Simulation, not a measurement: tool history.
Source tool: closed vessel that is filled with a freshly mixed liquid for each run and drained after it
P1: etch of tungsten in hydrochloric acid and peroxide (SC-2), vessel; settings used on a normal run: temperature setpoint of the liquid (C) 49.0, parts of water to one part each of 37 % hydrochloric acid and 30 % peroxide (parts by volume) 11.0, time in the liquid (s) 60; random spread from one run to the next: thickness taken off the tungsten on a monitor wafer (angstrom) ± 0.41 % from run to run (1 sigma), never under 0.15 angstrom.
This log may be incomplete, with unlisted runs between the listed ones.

run,hour,temperature setpoint of the liquid (C),parts of water to one part each of 37 % hydrochloric acid and 30 % peroxide (parts by volume),time in the liquid (s),hours since the thermometer was replaced,hours since the chemicals flow meter was replaced,hours since the drum of peroxide was connected,thickness taken off the tungsten on a monitor wafer (angstrom)
1,10.0,49.0,11.0,60,452.6,934.4,418.7,170.220
2,21.1,49.0,5.5,110,463.7,945.5,429.8,544.480
3,30.6,49.0,11.0,60,473.2,955.0,439.3,169.730
4,44.6,49.0,11.0,60,487.2,969.0,453.3,169.820
5,56.1,49.0,11.0,95,498.7,980.5,464.8,270.900
# hour 58.8: new drum of peroxide connected
6,72.0,49.0,11.0,60,514.6,996.4,13.3,172.020
7,87.0,49.0,19.0,60,529.6,1011.4,28.3,104.320
8,100.0,49.0,4.0,60,542.6,1024.4,41.3,368.540
9,117.1,36.5,11.0,60,559.7,1041.5,58.4,71.096
10,130.0,62.5,11.0,60,572.6,1054.4,71.3,406.880
11,145.1,49.0,11.0,60,587.7,1069.5,86.4,170.830
12,153.5,49.0,11.0,60,596.1,1077.9,94.8,170.340
13,163.5,49.0,11.0,60,606.1,1087.9,104.8,170.140
14,181.8,49.0,11.0,30,624.4,1106.2,123.1,84.988
15,198.0,49.0,11.0,60,640.6,1122.4,139.3,170.910
16,212.3,49.0,11.0,60,654.9,1136.7,153.6,179.710
17,229.2,49.0,11.0,60,671.8,1153.6,170.5,183.820

Predict the results of run 18:
18,239.8,49.0,11.0,60,682.4,1164.2,181.1,?

Run 18 yielded thickness taken off the tungsten on a monitor wafer (angstrom) 187.040.
